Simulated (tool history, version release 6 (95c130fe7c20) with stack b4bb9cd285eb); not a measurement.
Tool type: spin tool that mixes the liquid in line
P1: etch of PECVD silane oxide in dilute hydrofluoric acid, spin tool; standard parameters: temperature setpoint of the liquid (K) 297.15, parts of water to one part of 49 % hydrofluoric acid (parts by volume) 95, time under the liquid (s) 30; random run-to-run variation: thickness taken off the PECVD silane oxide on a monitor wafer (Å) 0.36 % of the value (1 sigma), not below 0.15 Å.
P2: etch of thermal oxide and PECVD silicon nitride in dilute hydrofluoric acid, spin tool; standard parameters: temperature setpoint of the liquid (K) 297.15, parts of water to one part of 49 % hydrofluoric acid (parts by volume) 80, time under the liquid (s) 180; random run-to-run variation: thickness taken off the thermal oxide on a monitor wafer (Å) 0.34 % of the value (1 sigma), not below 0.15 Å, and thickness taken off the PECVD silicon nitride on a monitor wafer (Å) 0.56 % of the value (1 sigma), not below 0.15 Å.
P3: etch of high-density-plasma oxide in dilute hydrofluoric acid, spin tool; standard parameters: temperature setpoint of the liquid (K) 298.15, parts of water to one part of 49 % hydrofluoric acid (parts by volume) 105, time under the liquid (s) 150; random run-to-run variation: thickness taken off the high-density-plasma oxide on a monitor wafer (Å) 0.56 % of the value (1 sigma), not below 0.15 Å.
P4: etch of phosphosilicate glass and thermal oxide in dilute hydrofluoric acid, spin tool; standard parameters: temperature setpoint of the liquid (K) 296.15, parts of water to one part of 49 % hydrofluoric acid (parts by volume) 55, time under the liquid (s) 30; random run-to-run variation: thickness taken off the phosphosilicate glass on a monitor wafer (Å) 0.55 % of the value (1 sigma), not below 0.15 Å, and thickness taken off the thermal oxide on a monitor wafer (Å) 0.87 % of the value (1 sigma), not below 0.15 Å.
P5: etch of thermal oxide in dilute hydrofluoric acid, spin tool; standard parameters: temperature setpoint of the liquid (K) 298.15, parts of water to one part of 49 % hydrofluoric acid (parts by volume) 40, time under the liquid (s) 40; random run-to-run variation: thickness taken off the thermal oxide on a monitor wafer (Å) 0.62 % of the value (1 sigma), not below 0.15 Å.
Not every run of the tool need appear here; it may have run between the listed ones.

run,hour,process that ran,temperature setpoint of the liquid (K),parts of water to one part of 49 % hydrofluoric acid (parts by volume),time under the liquid (s),thickness taken off the PECVD silane oxide on a monitor wafer (Å),thickness taken off the phosphosilicate glass on a monitor wafer (Å),thickness taken off the thermal oxide on a monitor wafer (Å),thickness taken off the PECVD silicon nitride on a monitor wafer (Å),thickness taken off the high-density-plasma oxide on a monitor wafer (Å)
1,8.9,P1,297.15,95,30,79.175,,,,
2,21.2,P4,296.15,30,30,,653.37,50.67,,
3,34,P1,297.15,95,30,79.033,,,,
4,48.2,P1,297.15,95,30,79.186,,,,
5,61.4,P1,297.15,165,30,41.948,,,,
6,75.2,P1,297.15,160,15,21.81,,,,
7,86.1,P2,290.15,80,180,,,80.971,29.53,
8,100,P5,298.15,40,15,,,18.366,,
9,109.3,P5,298.15,40,40,,,49.622,,
10,123.6,P1,290.15,95,30,59.298,,,,
11,135.2,P5,298.15,40,40,,,49.242,,
12,148.7,P1,297.15,95,15,39.341,,,,
13,160.1,P4,300.15,55,30,,405.23,31.487,,
14,173.7,P3,298.15,105,150,,,,,134.72
15,181.8,P1,297.15,95,30,79.077,,,,
16,190.3,P1,297.15,95,55,145.2,,,,
17,201.1,P1,297.15,95,30,79.061,,,,
18,209.7,P2,297.15,80,350,,,210.95,92.97,
19,218.9,P5,298.15,65,40,,,29.307,,
20,230.7,P2,297.15,80,180,,,107.83,47.969,
21,245.3,P3,293.65,105,150,,,,,110.88
22,255.8,P5,303.65,40,40,,,62.457,,
23,267.4,P1,301.65,95,30,94.139,,,,
24,281.9,P3,298.15,60,150,,,,,249.02
25,295.8,P1,297.15,165,15,21.197,,,,
26,309.2,P1,297.15,50,30,160.76,,,,
27,321,P3,298.15,105,260,,,,,230.9
28,330.9,P3,298.15,105,150,,,,,133.55
29,341.3,P1,297.15,95,30,79.298,,,,
30,350.5,P4,296.15,55,30,,342.64,26.823,,
31,357.8,P2,297.15,120,180,,,68.471,32.299,
32,370.5,P4,296.15,55,55,,630.11,49.201,,
33,380,P1,297.15,95,30,79.267,,,,
34,394.7,P1,297.15,95,30,82.54,,,,
35,407.7,P1,297.15,95,30,84.61,,,,
36,422.7,P1,297.15,95,30,85.181,,,,
37,437,P1,297.15,95,30,85.871,,,,
38,452.5,P1,297.15,95,30,86.713,,,,
39,467.7,P1,297.15,95,30,86.776,,,,
40,482.8,P1,297.15,95,30,87.162,,,,
41,491.4,P1,297.15,95,30,87.205,,,,

The output of P1 has drifted from where it used to be. Each of the 2 causes below, taken at the size shown beside it, accounts for the log equally well:
A: hydrofluoric acid flow above the setpoint (%) = 9.03
B: liquid hotter than its thermometer reads (K) = 2.45
The drift started at roughly hour 380.

Each of the 4 check runs below uses one wafer; its results are left as question marks. Which run tells the causes apart?
check 1,500,P4,296.15,55,30,,?,?,,
check 2,500,P5,298.15,40,40,,,?,,
check 3,500,P2,297.15,80,180,,,?,?,
check 4,500,P3,298.15,105,150,,,,,?

Check results expected under each cause:
check,result,if A,if B
check 1,thickness taken off the phosphosilicate glass on a monitor wafer (Å),377.67,380.63
check 1,thickness taken off the thermal oxide on a monitor wafer (Å),29.241,29.47
check 2,thickness taken off the thermal oxide on a monitor wafer (Å),54.316,54.808
check 3,thickness taken off the thermal oxide on a monitor wafer (Å),118.94,119.24
check 3,thickness taken off the PECVD silicon nitride on a monitor wafer (Å),52.161,56.289
check 4,thickness taken off the high-density-plasma oxide on a monitor wafer (Å),147.6,147.21
Smallest distance between any two causes, each pair judged by its most separating result, in per cent: check 1 0.78 %; check 2 0.9 %; check 3 7.62 %; check 4 0.27 %
Only in check 3 would the causes give clearly different results; in the remaining checks their results would be nearly the same.

The results of check 3 are: thickness taken off the thermal oxide on a monitor wafer (Å) 119.05; thickness taken off the PECVD silicon nitride on a monitor wafer (Å) 56.288. Based on these, which of the listed causes is it?

The correct cause is B, namely: liquid hotter than its thermometer reads (K).
